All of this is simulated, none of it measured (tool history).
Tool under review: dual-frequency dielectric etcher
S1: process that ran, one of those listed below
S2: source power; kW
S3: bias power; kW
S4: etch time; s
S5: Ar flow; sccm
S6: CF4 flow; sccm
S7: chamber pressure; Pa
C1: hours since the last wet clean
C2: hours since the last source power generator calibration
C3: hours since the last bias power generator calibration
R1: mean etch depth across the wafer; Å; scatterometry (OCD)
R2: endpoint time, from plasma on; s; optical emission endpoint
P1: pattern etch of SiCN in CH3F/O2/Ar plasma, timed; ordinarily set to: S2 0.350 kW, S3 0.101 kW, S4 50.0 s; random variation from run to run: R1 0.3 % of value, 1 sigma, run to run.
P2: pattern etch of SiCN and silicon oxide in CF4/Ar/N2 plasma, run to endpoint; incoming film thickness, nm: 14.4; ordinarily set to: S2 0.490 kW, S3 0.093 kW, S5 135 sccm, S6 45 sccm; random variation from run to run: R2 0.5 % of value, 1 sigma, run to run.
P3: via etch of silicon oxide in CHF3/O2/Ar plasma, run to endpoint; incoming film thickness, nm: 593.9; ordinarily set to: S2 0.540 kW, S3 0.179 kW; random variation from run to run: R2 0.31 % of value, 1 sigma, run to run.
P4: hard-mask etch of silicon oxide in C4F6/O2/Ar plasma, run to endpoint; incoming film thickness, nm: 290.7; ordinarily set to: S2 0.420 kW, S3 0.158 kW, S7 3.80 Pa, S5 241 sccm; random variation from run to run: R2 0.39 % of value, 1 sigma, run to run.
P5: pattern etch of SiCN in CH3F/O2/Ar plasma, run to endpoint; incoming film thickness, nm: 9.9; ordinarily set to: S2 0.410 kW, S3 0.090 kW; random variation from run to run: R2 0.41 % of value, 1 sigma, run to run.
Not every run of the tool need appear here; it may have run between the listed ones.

run 1 day=0.154 | S1=P1 S2=0.350 S3=0.101 S4=50.0 | C1=124.5 C2=1349.4 C3=774.0 | R1=199.42
run 2 day=0.246 | S1=P1 S2=0.350 S3=0.101 S4=50.0 | C1=126.7 C2=1351.6 C3=776.2 | R1=199.81
run 3 day=0.404 | S1=P1 S2=0.350 S3=0.134 S4=50.0 | C1=130.5 C2=1355.4 C3=780.0 | R1=222.10
run 4 day=0.612 | S1=P1 S2=0.350 S3=0.101 S4=28.0 | C1=135.5 C2=1360.4 C3=785.0 | R1=111.02
run 5 day=0.712 | S1=P2 S2=0.490 S3=0.059 S5=135 S6=45 | C1=137.9 C2=1362.8 C3=787.4 | R2=18.576
run 6 day=0.804 | S1=P1 S2=0.500 S3=0.101 S4=50.0 | C1=140.1 C2=1365.0 C3=789.6 | R1=227.83
-- day=0.908 wet clean of the chamber
run 7 day=0.938 | S1=P3 S2=0.540 S3=0.179 | C1=0.8 C2=1368.2 C3=792.8 | R2=314.960
run 8 day=1.088 | S1=P1 S2=0.350 S3=0.064 S4=50.0 | C1=4.4 C2=1371.8 C3=796.4 | R1=168.61
run 9 day=1.283 | S1=P4 S2=0.300 S3=0.158 S5=241 S7=3.80 | C1=9.1 C2=1376.5 C3=801.1 | R2=103.730
run 10 day=1.417 | S1=P4 S2=0.420 S3=0.158 S5=241 S7=3.80 | C1=12.3 C2=1379.7 C3=804.3 | R2=91.391
run 11 day=1.558 | S1=P4 S2=0.420 S3=0.158 S5=146 S7=3.80 | C1=15.7 C2=1383.1 C3=807.7 | R2=86.429
run 12 day=1.746 | S1=P1 S2=0.440 S3=0.101 S4=60.5 | C1=20.2 C2=1387.6 C3=812.2 | R1=261.98
run 13 day=1.942 | S1=P1 S2=0.350 S3=0.101 S4=67.5 | C1=24.9 C2=1392.3 C3=816.9 | R1=268.39
run 14 day=2.038 | S1=P2 S2=0.490 S3=0.093 S5=135 S6=45 | C1=27.2 C2=1394.6 C3=819.2 | R2=15.721
run 15 day=2.162 | S1=P3 S2=0.320 S3=0.179 | C1=30.2 C2=1397.6 C3=822.2 | R2=382.870
run 16 day=2.371 | S1=P2 S2=0.490 S3=0.093 S5=135 S6=33 | C1=35.2 C2=1402.6 C3=827.2 | R2=16.363
run 17 day=2.575 | S1=P5 S2=0.410 S3=0.090 | C1=40.1 C2=1407.5 C3=832.1 | R2=24.118
run 18 day=2.725 | S1=P4 S2=0.420 S3=0.207 S5=241 S7=3.80 | C1=43.7 C2=1411.1 C3=835.7 | R2=84.125
run 19 day=2.921 | S1=P1 S2=0.350 S3=0.101 S4=50.0 | C1=48.4 C2=1415.8 C3=840.4 | R1=198.47
run 20 day=3.075 | S1=P1 S2=0.420 S3=0.101 S4=33.5 | C1=52.1 C2=1419.5 C3=844.1 | R1=142.95
run 21 day=3.246 | S1=P1 S2=0.200 S3=0.101 S4=50.0 | C1=56.2 C2=1423.6 C3=848.2 | R1=162.29
run 22 day=3.358 | S1=P4 S2=0.420 S3=0.158 S5=241 S7=3.80 | C1=58.9 C2=1426.3 C3=850.9 | R2=91.115
run 23 day=3.504 | S1=P1 S2=0.350 S3=0.101 S4=50.0 | C1=62.4 C2=1429.8 C3=854.4 | R1=199.49
run 24 day=3.600 | S1=P1 S2=0.350 S3=0.101 S4=50.0 | C1=64.7 C2=1432.1 C3=856.7 | R1=199.27
run 25 day=3.704 | S1=P3 S2=0.540 S3=0.124 | C1=67.2 C2=1434.6 C3=859.2 | R2=355.820
run 26 day=3.871 | S1=P2 S2=0.610 S3=0.093 S5=135 S6=45 | C1=71.2 C2=1438.6 C3=863.2 | R2=12.952
run 27 day=4.038 | S1=P3 S2=0.540 S3=0.179 | C1=75.2 C2=1442.6 C3=867.2 | R2=313.930
run 28 day=4.233 | S1=P4 S2=0.420 S3=0.158 S5=241 S7=5.07 | C1=79.9 C2=1447.3 C3=871.9 | R2=94.168
run 29 day=4.346 | S1=P5 S2=0.410 S3=0.090 | C1=82.6 C2=1450.0 C3=874.6 | R2=24.169
run 30 day=4.550 | S1=P5 S2=0.570 S3=0.090 | C1=87.5 C2=1454.9 C3=879.5 | R2=21.343
run 31 day=4.712 | S1=P5 S2=0.410 S3=0.057 | C1=91.4 C2=1458.8 C3=883.4 | R2=28.588
run 32 day=4.892 | S1=P2 S2=0.490 S3=0.093 S5=176 S6=45 | C1=95.7 C2=1463.1 C3=887.7 | R2=16.432
run 33 day=5.083 | S1=P1 S2=0.350 S3=0.101 S4=50.0 | C1=100.3 C2=1467.7 C3=892.3 | R1=199.07
run 34 day=5.208 | S1=P1 S2=0.350 S3=0.101 S4=50.0 | C1=103.3 C2=1470.7 C3=895.3 | R1=199.86
run 35 day=5.312 | S1=P1 S2=0.350 S3=0.101 S4=50.0 | C1=105.8 C2=1473.2 C3=897.8 | R1=200.61
run 36 day=5.479 | S1=P1 S2=0.350 S3=0.101 S4=50.0 | C1=109.8 C2=1477.2 C3=901.8 | R1=201.83
run 37 day=5.662 | S1=P1 S2=0.350 S3=0.101 S4=50.0 | C1=114.2 C2=1481.6 C3=906.2 | R1=201.59
-- day=5.729 wet clean of the chamber
run 38 day=5.775 | S1=P1 S2=0.350 S3=0.101 S4=50.0 | C1=1.1 C2=1484.3 C3=908.9 | R1=202.08

Expected results for the next run?
run 39 day=5.950 | S1=P1 S2=0.350 S3=0.101 S4=50.0 | C1=5.3 C2=1488.5 C3=913.1 | R1=?

{"run 39": {"R1": 203.59}}
